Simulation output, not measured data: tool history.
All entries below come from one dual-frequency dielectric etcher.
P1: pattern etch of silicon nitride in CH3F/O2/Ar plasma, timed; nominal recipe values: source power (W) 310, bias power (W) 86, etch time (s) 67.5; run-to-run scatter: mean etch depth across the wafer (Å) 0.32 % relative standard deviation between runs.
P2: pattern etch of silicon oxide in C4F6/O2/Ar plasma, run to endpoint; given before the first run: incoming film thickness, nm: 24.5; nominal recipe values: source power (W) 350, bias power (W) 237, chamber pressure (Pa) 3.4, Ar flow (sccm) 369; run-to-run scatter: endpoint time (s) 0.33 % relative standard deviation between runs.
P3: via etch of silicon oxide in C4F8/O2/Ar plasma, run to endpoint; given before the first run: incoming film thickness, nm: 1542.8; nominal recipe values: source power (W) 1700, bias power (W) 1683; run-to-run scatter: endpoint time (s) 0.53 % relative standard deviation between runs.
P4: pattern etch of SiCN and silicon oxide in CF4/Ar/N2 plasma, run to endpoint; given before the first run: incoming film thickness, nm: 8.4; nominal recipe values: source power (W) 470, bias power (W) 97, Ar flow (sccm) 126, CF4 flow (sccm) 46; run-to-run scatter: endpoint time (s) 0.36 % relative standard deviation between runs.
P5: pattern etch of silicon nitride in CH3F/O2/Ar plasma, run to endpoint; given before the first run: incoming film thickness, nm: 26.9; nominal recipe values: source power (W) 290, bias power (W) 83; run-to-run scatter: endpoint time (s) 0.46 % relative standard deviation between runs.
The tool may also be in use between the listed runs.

run	hour	process that ran	source power (W)	bias power (W)	etch time (s)	chamber pressure (Pa)	Ar flow (sccm)	CF4 flow (sccm)	hours since the last wet clean	hours since the last source power generator calibration	hours since the last bias power generator calibration	mean etch depth across the wafer (Å)	endpoint time (s)
1	7.3	P1	310	86	67.5				54.6	1083.7	760.5	466.45	
2	17.1	P3	1150	1683					64.4	1093.5	770.3		389.89
3	25.1	P2	280	237		3.4	369		72.4	1101.5	778.3		8.0816
4	31.3	P4	590	97			126	46	78.6	1107.7	784.5		7.673
5	38	P1	310	111	67.5				85.3	1114.4	791.2	515.85	
6	44.6	P1	410	62	67.5				91.9	1121	797.8	460.67	
7	49.7	P2	350	160		3.4	369		97	1126.1	802.9		8.4974
8	58.3	P3	1700	1683					105.6	1134.7	811.5		330.53
9	66.6	P1	310	86	67.5				113.9	1143	819.8	462.83	
# hour 71.4: bias power generator calibrated
10	75.5	P4	470	97			126	46	122.8	1151.9	4.1		9.364
11	81.8	P4	470	62			126	46	129.1	1158.2	10.4		11.027
12	88.6	P1	310	86	67.5				135.9	1165	17.2	466.81	
13	95.6	P4	470	97			126	27	142.9	1172	24.2		10.075
14	100.1	P3	1700	1683					147.4	1176.5	28.7		333.87
15	108.3	P1	180	86	67.5				155.6	1184.7	36.9	380.39	
16	116.3	P3	1700	1168					163.6	1192.7	44.9		362.73
17	123.6	P5	400	83					170.9	1200	52.2		37.074
18	129.9	P5	290	83					177.2	1206.3	58.5		41.204
19	136.5	P4	470	97			88	46	183.8	1212.9	65.1		8.891
20	143.2	P2	350	237		4.33	369		190.5	1219.6	71.8		7.6567
21	147.9	P1	310	101	94.5				195.2	1224.3	76.5	689.87	
22	152.8	P1	310	86	67.5				200.1	1229.2	81.4	465.14	
23	159.7	P1	310	86	84				207	1236.1	88.3	580.74	
24	168.2	P1	410	86	67.5				215.5	1244.6	96.8	517.91	
25	177.7	P5	290	113					225	1254.1	106.3		37.242
26	184.4	P2	350	237		3.4	292		231.7	1260.8	113		7.257
27	191.3	P1	310	63	67.5				238.6	1267.7	119.9	415.52	
28	200.3	P1	310	86	37				247.6	1276.7	128.9	255.46	
29	206.6	P2	350	237		3.4	369		253.9	1283	135.2		7.4722
30	212.6	P1	310	86	67.5				259.9	1289	141.2	466.05	
31	221.1	P1	310	86	67.5				268.4	1297.5	149.7	464.54	
32	228.1	P1	310	86	67.5				275.4	1304.5	156.7	469.44	
33	233	P1	310	86	67.5				280.3	1309.4	161.6	470.27	
34	238	P1	310	86	67.5				285.3	1314.4	166.6	470.31	
35	243.2	P1	310	86	67.5				290.5	1319.6	171.8	472.6	
36	251.3	P1	310	86	67.5				298.6	1327.7	179.9	470.74	
37	256.6	P1	310	86	67.5				303.9	1333	185.2	473.47	
38	265.1	P1	310	86	67.5				312.4	1341.5	193.7	471	
# hour 268.6: wet clean of the chamber
39	271.9	P1	310	86	67.5				3.4	1348.3	200.5	472.25	
40	279.8	P1	310	86	67.5				11.3	1356.2	208.4	472.06	
41	284.6	P1	310	86	67.5				16.1	1361	213.2	474.05	
42	290.7	P1	310	86	67.5				22.2	1367.1	219.3	474.24	

The output of P1 has drifted from where it used to be. Each of the 2 causes below, taken at the size shown beside it, accounts for the log equally well:
A: source power that arrives over what is set, % = 4.33
B: bias power that arrives over what is set, % = 4.45
Creep in the process output first set in at about hour 221.1.
Each remaining cause and why it is not a fit:
chamber walls in a state that raises the etch rate, %: serviced after onset, at hour 268.6, with no recovery of the prior output

Consider the 4 check runs below, whose results appear as question marks and each of which averages 2 wafers. Which one distinguishes the causes, in that each cause would give it a clearly different result?
check 1	296.8	P4	470	71			126	46					?
check 2	296.8	P2	290	168		3.4	369						?
check 3	296.8	P3	1380	1314									?
check 4	296.8	P5	400	101									?

What every check run would give for each of its results, assuming each possible cause in turn:
check	result	if A	if B
check 1	endpoint time (s)	10.139	10.351
check 2	endpoint time (s)	8.8178	8.8401
check 3	endpoint time (s)	381.1	383.21
check 4	endpoint time (s)	33.868	33.858
Distance between the nearest two causes, measured in the result of the check that separates them most: check 1 2.06 %; check 2 0.25 %; check 3 0.55 %; check 4 0.03 %
Of the check runs offered, only check 1 discriminates between the causes; the rest would read about the same regardless of which cause applies.

Running check 1 produced the following: endpoint time (s) 10.146. Which one of the listed causes fits?

It was cause A: source power that arrives over what is set, %.
